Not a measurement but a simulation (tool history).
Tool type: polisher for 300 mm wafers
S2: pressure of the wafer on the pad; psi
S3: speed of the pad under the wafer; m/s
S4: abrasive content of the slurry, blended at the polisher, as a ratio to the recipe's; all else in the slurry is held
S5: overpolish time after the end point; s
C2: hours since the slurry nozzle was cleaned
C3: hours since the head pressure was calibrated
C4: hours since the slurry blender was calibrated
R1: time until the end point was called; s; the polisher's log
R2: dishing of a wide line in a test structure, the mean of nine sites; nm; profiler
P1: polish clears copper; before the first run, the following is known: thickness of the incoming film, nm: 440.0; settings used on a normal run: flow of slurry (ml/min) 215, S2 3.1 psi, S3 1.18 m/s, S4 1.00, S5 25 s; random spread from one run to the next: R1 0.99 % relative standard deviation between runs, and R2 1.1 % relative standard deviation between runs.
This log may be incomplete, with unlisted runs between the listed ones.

{"run": 1, "hour": 9.6, "flow of slurry (ml/min)": 215, "S2": 3.1, "S3": 1.18, "S4": 1.0, "S5": 25, "wafers polished on this pad": 250, "C2": 63.1, "C3": 229.8, "C4": 205.3, "R1": 97.51, "R2": 70.991}
{"run": 2, "hour": 16.1, "flow of slurry (ml/min)": 215, "S2": 4.9, "S3": 1.18, "S4": 1.0, "S5": 25, "wafers polished on this pad": 298, "C2": 69.6, "C3": 236.3, "C4": 211.8, "R1": 62.461, "R2": 103.56}
{"run": 3, "hour": 24.1, "flow of slurry (ml/min)": 295, "S2": 3.1, "S3": 1.18, "S4": 1.0, "S5": 25, "wafers polished on this pad": 358, "C2": 77.6, "C3": 244.3, "C4": 219.8, "R1": 94.346, "R2": 72.966}
{"run": 4, "hour": 32.7, "flow of slurry (ml/min)": 215, "S2": 3.1, "S3": 1.18, "S4": 1.0, "S5": 43, "wafers polished on this pad": 422, "C2": 86.2, "C3": 252.9, "C4": 228.4, "R1": 98.792, "R2": 101.33}
{"run": 5, "hour": 41.3, "flow of slurry (ml/min)": 215, "S2": 1.4, "S3": 1.18, "S4": 1.0, "S5": 25, "wafers polished on this pad": 486, "C2": 94.8, "C3": 261.5, "C4": 237.0, "R1": 217.08, "R2": 34.795}
{"run": 6, "hour": 49.6, "flow of slurry (ml/min)": 215, "S2": 3.1, "S3": 1.18, "S4": 1.35, "S5": 25, "wafers polished on this pad": 548, "C2": 103.1, "C3": 269.8, "C4": 245.3, "R1": 92.529, "R2": 74.582}
{"run": 7, "hour": 54.6, "flow of slurry (ml/min)": 215, "S2": 3.1, "S3": 1.18, "S4": 1.0, "S5": 25, "wafers polished on this pad": 585, "C2": 108.1, "C3": 274.8, "C4": 250.3, "R1": 97.188, "R2": 70.604}
{"run": 8, "hour": 60.2, "flow of slurry (ml/min)": 215, "S2": 3.1, "S3": 1.18, "S4": 0.7, "S5": 25, "wafers polished on this pad": 627, "C2": 113.7, "C3": 280.4, "C4": 255.9, "R1": 107.81, "R2": 66.355}
{"run": 9, "hour": 65.1, "flow of slurry (ml/min)": 215, "S2": 3.1, "S3": 1.18, "S4": 1.0, "S5": 25, "wafers polished on this pad": 663, "C2": 118.6, "C3": 285.3, "C4": 260.8, "R1": 98.944, "R2": 72.009}
{"run": 10, "hour": 72.4, "flow of slurry (ml/min)": 215, "S2": 3.1, "S3": 0.78, "S4": 1.0, "S5": 25, "wafers polished on this pad": 718, "C2": 125.9, "C3": 292.6, "C4": 268.1, "R1": 147.99, "R2": 50.424}
{"run": 11, "hour": 79.2, "flow of slurry (ml/min)": 215, "S2": 3.1, "S3": 1.18, "S4": 1.0, "S5": 25, "wafers polished on this pad": 768, "C2": 132.7, "C3": 299.4, "C4": 274.9, "R1": 98.745, "R2": 71.347}
{"run": 12, "hour": 87.3, "flow of slurry (ml/min)": 215, "S2": 3.1, "S3": 1.18, "S4": 1.0, "S5": 8, "wafers polished on this pad": 828, "C2": 140.8, "C3": 307.5, "C4": 283.0, "R1": 98.985, "R2": 27.123}
{"run": 13, "hour": 96.3, "flow of slurry (ml/min)": 215, "S2": 3.1, "S3": 1.18, "S4": 1.0, "S5": 25, "wafers polished on this pad": 896, "C2": 149.8, "C3": 316.5, "C4": 292.0, "R1": 98.873, "R2": 72.258}
{"run": 14, "hour": 102.8, "flow of slurry (ml/min)": 215, "S2": 3.1, "S3": 1.18, "S4": 1.0, "S5": 25, "wafers polished on this pad": 944, "C2": 156.3, "C3": 323.0, "C4": 298.5, "R1": 97.613, "R2": 69.771}
{"run": 15, "hour": 109.8, "flow of slurry (ml/min)": 215, "S2": 3.1, "S3": 1.88, "S4": 1.0, "S5": 25, "wafers polished on this pad": 996, "C2": 163.3, "C3": 330.0, "C4": 305.5, "R1": 61.609, "R2": 99.053}

Run 16 is up next; what results do you expect?
{"run": 16, "hour": 114.6, "flow of slurry (ml/min)": 280, "S2": 3.1, "S3": 1.18, "S4": 0.6, "S5": 25, "wafers polished on this pad": 1032, "C2": 168.1, "C3": 334.8, "C4": 310.3, "R1": "?", "R2": "?"}

Run 16 yielded R1 105.970 s, R2 68.166 nm.

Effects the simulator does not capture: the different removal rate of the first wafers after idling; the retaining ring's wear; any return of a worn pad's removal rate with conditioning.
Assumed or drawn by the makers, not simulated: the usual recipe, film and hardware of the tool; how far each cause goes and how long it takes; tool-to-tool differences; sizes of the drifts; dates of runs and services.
